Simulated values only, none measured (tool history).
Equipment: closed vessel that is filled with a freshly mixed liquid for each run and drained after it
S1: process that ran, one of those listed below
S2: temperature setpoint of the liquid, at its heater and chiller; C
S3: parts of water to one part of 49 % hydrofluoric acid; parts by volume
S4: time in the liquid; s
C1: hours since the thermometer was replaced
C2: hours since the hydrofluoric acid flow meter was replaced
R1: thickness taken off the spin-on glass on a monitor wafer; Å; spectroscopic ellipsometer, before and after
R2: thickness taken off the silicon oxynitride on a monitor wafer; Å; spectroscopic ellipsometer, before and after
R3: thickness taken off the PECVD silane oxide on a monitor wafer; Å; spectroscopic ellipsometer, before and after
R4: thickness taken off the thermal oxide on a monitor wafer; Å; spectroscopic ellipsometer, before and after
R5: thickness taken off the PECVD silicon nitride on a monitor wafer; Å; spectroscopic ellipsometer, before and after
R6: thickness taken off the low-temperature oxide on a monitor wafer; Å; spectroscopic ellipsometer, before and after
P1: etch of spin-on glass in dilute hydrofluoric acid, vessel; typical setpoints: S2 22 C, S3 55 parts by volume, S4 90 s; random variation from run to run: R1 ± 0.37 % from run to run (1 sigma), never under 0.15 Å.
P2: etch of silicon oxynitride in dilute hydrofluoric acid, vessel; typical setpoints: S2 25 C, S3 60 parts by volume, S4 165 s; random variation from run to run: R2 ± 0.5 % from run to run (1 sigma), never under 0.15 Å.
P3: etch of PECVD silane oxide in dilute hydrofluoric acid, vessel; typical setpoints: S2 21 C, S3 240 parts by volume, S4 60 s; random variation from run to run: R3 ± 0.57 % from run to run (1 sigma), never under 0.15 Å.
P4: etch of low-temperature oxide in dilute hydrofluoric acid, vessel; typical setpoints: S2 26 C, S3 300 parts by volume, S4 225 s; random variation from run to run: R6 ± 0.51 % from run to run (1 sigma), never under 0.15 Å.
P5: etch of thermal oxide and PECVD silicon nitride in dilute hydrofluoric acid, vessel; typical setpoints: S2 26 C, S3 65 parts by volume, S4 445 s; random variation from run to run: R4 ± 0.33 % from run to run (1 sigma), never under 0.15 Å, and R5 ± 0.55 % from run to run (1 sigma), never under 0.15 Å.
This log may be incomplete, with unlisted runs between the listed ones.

run,hour,S1,S2,S3,S4,C1,C2,R1,R2,R3,R4,R5,R6
1,5.5,P1,22,55,90,1376.2,693,344.97,,,,,
2,14.2,P2,21,60,165,1384.9,701.7,,75.79,,,,
3,22.9,P1,26.5,55,90,1393.6,710.4,415.48,,,,,
4,31.9,P1,28.5,85,90,1402.6,719.4,278.87,,,,,
5,42.9,P3,21,240,60,1413.6,730.4,,,42.273,,,
6,51.8,P1,17,55,90,1422.5,739.3,280.36,,,,,
7,61.5,P1,29,55,170,1432.2,749,867.07,,,,,
8,69.3,P3,17,240,60,1440,756.8,,,36.17,,,
9,78,P5,26,65,445,1448.7,765.5,,,,366.48,143.61,
10,86.4,P1,22,55,30,1457.1,773.9,114.63,,,,,
11,97.1,P2,25,60,30,1467.8,784.6,,16.855,,,,
12,106.7,P3,21,335,60,1477.4,794.2,,,27.697,,,
13,116.8,P1,22,55,90,1487.5,804.3,344.23,,,,,
14,122,P4,26,65,225,1492.7,809.5,,,,,,500.28
15,130,P3,21,240,110,1500.7,817.5,,,77.167,,,
16,135.5,P2,25,105,165,1506.2,823,,50.459,,,,
17,145.9,P4,26,300,225,1516.6,833.4,,,,,,81.638
18,156.5,P2,25,60,165,1527.2,844,,92.475,,,,
19,163.6,P4,32,300,225,1534.3,851.1,,,,,,99.992
20,170.8,P1,22,55,145,1541.5,858.3,553.67,,,,,
21,176.6,P4,26,300,365,1547.3,864.1,,,,,,132.88
22,187.6,P1,22,55,90,1558.3,875.1,346.22,,,,,
23,197.1,P5,20.5,65,445,1567.8,884.6,,,,291.83,99.191,
24,205.4,P1,22,55,90,1576.1,892.9,347.31,,,,,
25,213.5,P1,17,55,30,1584.2,901,92.499,,,,,
26,219.9,P1,22,105,90,1590.6,907.4,170.37,,,,,
27,227.4,P1,22,20,90,1598.1,914.9,991.34,,,,,
28,233.2,P4,26,300,225,1603.9,920.7,,,,,,82.055
29,239.8,P5,26,65,665,1610.5,927.3,,,,546.89,212.88,
30,245.9,P2,25,60,165,1616.6,933.4,,92.321,,,,
31,252.7,P5,26,65,445,1623.4,940.2,,,,365.72,143.64,
32,262.3,P5,26,35,445,1633,949.8,,,,706.86,261.64,
33,269.1,P1,22,55,90,1639.8,956.6,346.42,,,,,
34,280.3,P1,22,55,90,1651,967.8,357.98,,,,,
35,285.4,P1,22,55,90,1656.1,972.9,362.39,,,,,
36,291.4,P1,22,55,90,1662.1,978.9,364.55,,,,,
37,299.3,P1,22,55,90,1670,986.8,365.47,,,,,
38,308.4,P1,22,55,90,1679.1,995.9,367.15,,,,,
39,313.6,P1,22,55,90,1684.3,1001.1,367.89,,,,,
40,318.6,P1,22,55,90,1689.3,1006.1,368.87,,,,,
41,327.2,P1,22,55,90,1697.9,1014.7,368.6,,,,,

The output of P1 has drifted from where it used to be. Each of the 2 causes below, taken at the size shown beside it, accounts for the log equally well:
A: hydrofluoric acid flow above the setpoint (%) = 6.44
B: liquid hotter than its thermometer reads (K) = 1.61
At approximately hour 269.1, the process output began to creep.

Listed below are the offered check runs, one wafer per run, with question marks in place of results. For which of them would the causes give clearly different outcomes?
check 1,335.8,P2,25,100,60,,,,?,,,,
check 2,335.8,P3,17,240,60,,,,,?,,,
check 3,335.8,P5,21,65,445,,,,,,?,?,
check 4,335.8,P4,26,70,325,,,,,,,,?

Check results expected under each cause:
check,result,if A,if B
check 1,R2,20.86,21.012
check 2,R3,38.933,38.432
check 3,R4,319.78,319.64
check 3,R5,108.74,114.17
check 4,R6,710.36,707.16
Per check, the gap between the least separated pair of causes, taken in the result that splits them most: check 1 0.72 %; check 2 1.3 %; check 3 4.87 %; check 4 0.45 %
The causes can be told apart only by check 3. The other checks would give nearly the same results under each of them.

Check 3 has now been run. It gave: R4 319.74 Å; R5 115.25 Å. Which of the candidate causes is it?

The cause is B: liquid hotter than its thermometer reads (K).
